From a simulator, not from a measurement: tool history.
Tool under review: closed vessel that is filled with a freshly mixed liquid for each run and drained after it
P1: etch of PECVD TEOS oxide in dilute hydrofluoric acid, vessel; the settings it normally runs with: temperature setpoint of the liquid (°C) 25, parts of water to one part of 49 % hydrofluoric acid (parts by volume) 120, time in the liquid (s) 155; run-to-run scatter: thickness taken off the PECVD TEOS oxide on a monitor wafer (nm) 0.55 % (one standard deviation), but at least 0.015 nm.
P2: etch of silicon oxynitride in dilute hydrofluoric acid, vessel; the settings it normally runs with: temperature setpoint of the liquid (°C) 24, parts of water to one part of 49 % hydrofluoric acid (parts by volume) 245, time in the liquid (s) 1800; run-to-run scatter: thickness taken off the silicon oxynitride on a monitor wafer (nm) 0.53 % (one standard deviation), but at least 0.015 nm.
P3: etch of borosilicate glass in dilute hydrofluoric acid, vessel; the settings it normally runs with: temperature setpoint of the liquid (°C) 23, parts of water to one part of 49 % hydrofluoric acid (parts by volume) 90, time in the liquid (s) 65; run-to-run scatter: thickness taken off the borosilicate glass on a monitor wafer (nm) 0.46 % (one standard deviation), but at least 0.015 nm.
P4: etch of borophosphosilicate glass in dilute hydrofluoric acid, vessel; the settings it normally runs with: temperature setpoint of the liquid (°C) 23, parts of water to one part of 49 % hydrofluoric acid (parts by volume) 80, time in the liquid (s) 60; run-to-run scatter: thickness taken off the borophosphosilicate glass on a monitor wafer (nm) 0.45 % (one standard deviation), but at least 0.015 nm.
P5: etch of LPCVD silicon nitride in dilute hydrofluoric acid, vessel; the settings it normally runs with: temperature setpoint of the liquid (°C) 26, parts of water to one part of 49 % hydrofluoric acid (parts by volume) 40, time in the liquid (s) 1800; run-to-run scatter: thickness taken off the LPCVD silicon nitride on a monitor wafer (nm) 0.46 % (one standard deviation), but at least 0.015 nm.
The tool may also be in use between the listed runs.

run	hour	process that ran	temperature setpoint of the liquid (°C)	parts of water to one part of 49 % hydrofluoric acid (parts by volume)	time in the liquid (s)	hours since the thermometer was replaced	hours since the hydrofluoric acid flow meter was replaced	thickness taken off the PECVD TEOS oxide on a monitor wafer (nm)	thickness taken off the borophosphosilicate glass on a monitor wafer (nm)	thickness taken off the silicon oxynitride on a monitor wafer (nm)	thickness taken off the borosilicate glass on a monitor wafer (nm)	thickness taken off the LPCVD silicon nitride on a monitor wafer (nm)
1	12.6	P1	25	120	155	864.8	205.5	19.623				
2	27.6	P1	25	120	155	879.8	220.5	19.53				
3	43	P1	25	120	155	895.2	235.9	19.483				
4	53.6	P4	23	80	100	905.8	246.5		77.78			
5	71.2	P4	23	110	60	923.4	264.1		32.955			
6	90.1	P2	24	245	1800	942.3	283			11.5		
7	105.3	P1	29.5	120	155	957.5	298.2	22.985				
8	120.3	P1	25	120	155	972.5	313.2	19.685				
9	130.8	P1	25	80	30	983	323.7	5.9434				
10	141.8	P3	23	90	65	994	334.7				16.62	
11	153	P3	23	90	65	1005.2	345.9				16.616	
12	166.6	P5	26	40	3355	1018.8	359.5					56.412
13	180.5	P5	32	40	1800	1032.7	373.4					44.69
14	189	P1	20	175	155	1041.2	381.9	10.409				
15	207.1	P4	23	80	60	1059.3	400		46.895			
16	221.8	P5	26	40	1800	1074	414.7					30.183
17	235.2	P3	23	150	65	1087.4	428.1				9.388	
18	245.4	P1	17.5	120	155	1097.6	438.3	14.467				
19	257.7	P4	23	80	60	1109.9	450.6		46.831			
20	266.9	P3	30.5	90	65	1119.1	459.8				22.596	
21	284.8	P1	25	55	220	1137	477.7	65.646				
22	300.5	P3	23	90	125	1152.7	493.4				32.514	
23	316.4	P1	25	210	155	1168.6	509.3	9.9544				
24	327.5	P1	25	120	235	1179.7	520.4	29.81				
25	338.5	P5	26	40	1800	1190.7	531.4					30.553
26	357.5	P1	25	120	65	1209.7	550.4	8.1455				
27	366.8	P2	24	335	1800	1219	559.7			8.0137		
28	382.9	P5	26	20	1800	1235.1	575.8					58.763
29	394.9	P1	25	75	155	1247.1	587.8	33.037				
30	414	P2	24	245	435	1266.2	606.9			2.8002		
31	430.4	P4	17	80	60	1282.6	623.3		36.191			
32	449.5	P2	24	245	1800	1301.7	642.4			11.638		
33	467.8	P2	30.5	245	1800	1320	660.7			15.243		
34	481.3	P1	25	120	155	1333.5	674.2	19.607				
35	495.3	P1	25	120	155	1347.5	688.2	19.996				
36	506	P1	25	120	155	1358.2	698.9	20.271				
37	520.9	P1	25	120	155	1373.1	713.8	20.599				
38	536	P1	25	120	155	1388.2	728.9	20.51				
39	550.8	P1	25	120	155	1403	743.7	20.671				
40	562.1	P1	25	120	155	1414.3	755	20.572				
41	575.6	P1	25	120	155	1427.8	768.5	20.883				

What P1 gives has crept away from where it was. These 2 causes fit the log equally well, each at the size given:
A: liquid hotter than its thermometer reads (K) = 1.6
B: hydrofluoric acid flow above the setpoint (%) = 5.5
The drift started at roughly hour 481.3.

Consider the 4 single-wafer check runs listed below, results given as question marks: which one distinguishes between the causes by giving clearly different results for each?
check 1	589.1	P5	26	40	1800							?
check 2	589.1	P4	23	80	60				?			
check 3	589.1	P2	24	245	1800					?		
check 4	589.1	P3	23	90	65						?	

Expected result of each check under each candidate cause:
check	result	if A	if B
check 1	thickness taken off the LPCVD silicon nitride on a monitor wafer (nm)	33.588	31.827
check 2	thickness taken off the borophosphosilicate glass on a monitor wafer (nm)	49.951	49.665
check 3	thickness taken off the silicon oxynitride on a monitor wafer (nm)	12.448	12.369
check 4	thickness taken off the borosilicate glass on a monitor wafer (nm)	17.874	17.79
Per check, the gap between the least separated pair of causes, taken in the result that splits them most: check 1 5.39 %; check 2 0.57 %; check 3 0.63 %; check 4 0.47 %
Only check 1 tells the causes apart: in the others they would give nearly the same result.

Check 1 was then run and gave: thickness taken off the LPCVD silicon nitride on a monitor wafer (nm) 33.225. Which cause is it?

A is the cause: liquid hotter than its thermometer reads (K).
